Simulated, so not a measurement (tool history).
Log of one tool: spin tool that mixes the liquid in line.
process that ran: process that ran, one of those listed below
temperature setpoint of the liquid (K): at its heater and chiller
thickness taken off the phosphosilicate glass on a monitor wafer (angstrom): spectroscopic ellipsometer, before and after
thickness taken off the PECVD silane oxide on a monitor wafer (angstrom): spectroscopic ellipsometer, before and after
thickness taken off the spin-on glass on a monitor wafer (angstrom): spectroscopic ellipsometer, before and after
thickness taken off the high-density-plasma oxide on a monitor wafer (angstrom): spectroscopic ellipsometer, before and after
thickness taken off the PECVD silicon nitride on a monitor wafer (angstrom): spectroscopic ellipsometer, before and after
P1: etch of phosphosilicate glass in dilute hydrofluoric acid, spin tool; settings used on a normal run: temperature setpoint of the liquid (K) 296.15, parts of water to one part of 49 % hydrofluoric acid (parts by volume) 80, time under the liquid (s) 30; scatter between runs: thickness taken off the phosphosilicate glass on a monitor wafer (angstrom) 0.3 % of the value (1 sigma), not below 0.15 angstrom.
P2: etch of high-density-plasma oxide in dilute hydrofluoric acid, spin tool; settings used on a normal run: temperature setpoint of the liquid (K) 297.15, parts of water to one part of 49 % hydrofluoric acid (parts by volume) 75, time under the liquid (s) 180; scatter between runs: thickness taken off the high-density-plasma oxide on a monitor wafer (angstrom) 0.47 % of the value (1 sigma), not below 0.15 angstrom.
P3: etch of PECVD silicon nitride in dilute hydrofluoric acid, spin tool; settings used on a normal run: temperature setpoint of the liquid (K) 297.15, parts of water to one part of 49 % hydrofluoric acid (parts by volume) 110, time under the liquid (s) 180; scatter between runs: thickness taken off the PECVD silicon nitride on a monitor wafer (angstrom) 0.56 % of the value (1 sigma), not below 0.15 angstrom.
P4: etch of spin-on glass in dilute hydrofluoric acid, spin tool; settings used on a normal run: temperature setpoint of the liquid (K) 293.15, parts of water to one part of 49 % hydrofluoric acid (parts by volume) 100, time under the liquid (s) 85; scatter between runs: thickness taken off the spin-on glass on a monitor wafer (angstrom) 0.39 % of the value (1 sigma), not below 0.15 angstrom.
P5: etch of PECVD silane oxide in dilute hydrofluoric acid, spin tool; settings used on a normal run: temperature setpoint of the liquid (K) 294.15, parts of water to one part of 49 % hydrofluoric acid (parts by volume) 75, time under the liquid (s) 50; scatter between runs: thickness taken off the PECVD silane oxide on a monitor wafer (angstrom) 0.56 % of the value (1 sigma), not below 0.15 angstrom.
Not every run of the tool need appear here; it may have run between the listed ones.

run,hour,process that ran,temperature setpoint of the liquid (K),parts of water to one part of 49 % hydrofluoric acid (parts by volume),time under the liquid (s),hours since the thermometer was replaced,hours since the hydrofluoric acid flow meter was replaced,thickness taken off the phosphosilicate glass on a monitor wafer (angstrom),thickness taken off the PECVD silane oxide on a monitor wafer (angstrom),thickness taken off the spin-on glass on a monitor wafer (angstrom),thickness taken off the high-density-plasma oxide on a monitor wafer (angstrom),thickness taken off the PECVD silicon nitride on a monitor wafer (angstrom)
1,4.4,P1,296.15,80,30,571.0,383.7,467.07,,,,
2,9.1,P5,298.65,75,50,575.7,388.4,,149.91,,,
3,12.1,P1,290.15,25,30,578.7,391.4,1234.50,,,,
# hour 13.2: thermometer replaced
4,14.8,P5,294.15,75,50,1.7,394.1,,124.94,,,
5,16.9,P4,293.15,100,85,3.8,396.2,,,258.46,,
6,19.5,P1,296.15,135,30,6.4,398.8,258.76,,,,
7,21.7,P2,297.15,75,180,8.6,401.0,,,,163.79,
8,24.4,P1,296.15,80,30,11.3,403.7,466.84,,,,
9,28.4,P4,293.15,100,165,15.3,407.7,,,504.24,,
10,30.9,P2,297.15,40,180,17.8,410.2,,,,323.90,
11,34.8,P1,292.65,80,15,21.7,414.1,202.31,,,,
12,39.6,P1,301.65,80,30,26.5,418.9,577.99,,,,
13,42.2,P3,297.15,30,180,29.1,421.5,,,,,153.380
# hour 44.6: hydrofluoric acid flow meter replaced
14,46.0,P2,301.15,75,180,32.9,1.5,,,,193.30,
15,49.5,P4,293.15,175,85,36.4,5.0,,,135.72,,
16,52.6,P1,292.15,80,30,39.5,8.1,395.13,,,,
17,56.5,P4,297.15,100,85,43.4,12.0,,,304.33,,
18,58.9,P5,294.15,45,50,45.8,14.4,,217.50,,,
19,63.7,P3,297.15,110,180,50.6,19.2,,,,,42.309
20,67.7,P3,297.15,110,180,54.6,23.2,,,,,42.561
21,71.1,P4,293.15,100,85,58.0,26.6,,,260.34,,
22,75.0,P1,296.15,80,45,61.9,30.5,697.91,,,,
23,79.0,P3,297.15,110,45,65.9,34.5,,,,,10.660
24,83.1,P2,297.15,75,300,70.0,38.6,,,,276.23,
25,86.4,P3,301.15,110,180,73.3,41.9,,,,,55.325
26,91.4,P1,296.15,80,15,78.3,46.9,230.86,,,,
27,95.8,P1,296.15,80,30,82.7,51.3,465.47,,,,
28,99.3,P2,297.15,75,180,86.2,54.8,,,,165.87,
29,104.0,P1,296.15,80,30,90.9,59.5,466.73,,,,
30,106.9,P1,296.15,80,30,93.8,62.4,465.03,,,,
31,109.8,P1,296.15,30,30,96.7,65.3,1322.00,,,,
32,114.8,P5,294.15,75,90,101.7,70.3,,223.58,,,
33,118.4,P1,296.15,80,30,105.3,73.9,465.50,,,,
34,121.3,P1,296.15,80,30,108.2,76.8,451.68,,,,
35,124.7,P1,296.15,80,30,111.6,80.2,443.52,,,,
36,127.7,P1,296.15,80,30,114.6,83.2,435.17,,,,
37,132.6,P1,296.15,80,30,119.5,88.1,430.52,,,,
38,135.6,P1,296.15,80,30,122.5,91.1,430.64,,,,
39,138.0,P1,296.15,80,30,124.9,93.5,429.05,,,,
40,141.5,P1,296.15,80,30,128.4,97.0,425.78,,,,
41,144.5,P1,296.15,80,30,131.4,100.0,426.83,,,,
42,149.4,P1,296.15,80,30,136.3,104.9,425.14,,,,

What P1 gives has crept off from where it sat before. The 2 causes that follow fit the log equally well, each at the size noted:
A: hydrofluoric acid flow below the setpoint (%) = 7.71
B: liquid colder than its thermometer reads (K) = 2.17
Onset of the creep was near hour 118.4.

Listed below are the offered check runs, one wafer per run, with question marks in place of results. For which of them would the causes give clearly different outcomes?
check 1,154.3,P5,294.15,75,50,,,,?,,,
check 2,154.3,P3,297.15,110,180,,,,,,,?
check 3,154.3,P4,293.15,100,85,,,,,?,,
check 4,154.3,P2,297.15,75,180,,,,,,?,

What each check would give under each cause:
check,result,if A,if B
check 1,thickness taken off the PECVD silane oxide on a monitor wafer (angstrom),114.22,113.88
check 2,thickness taken off the PECVD silicon nitride on a monitor wafer (angstrom),39.490,37.028
check 3,thickness taken off the spin-on glass on a monitor wafer (angstrom),236.91,236.79
check 4,thickness taken off the high-density-plasma oxide on a monitor wafer (angstrom),151.23,151.21
Smallest distance between any two causes, each pair judged by its most separating result, in per cent: check 1 0.3 %; check 2 6.44 %; check 3 0.05 %; check 4 0.01 %
Check 2 tells the causes apart: in the others they would give nearly the same result.

After running check 2, the following was obtained: thickness taken off the PECVD silicon nitride on a monitor wafer (angstrom) 36.700. Which cause does this point to?

Of the candidate causes, it is B: liquid colder than its thermometer reads (K).
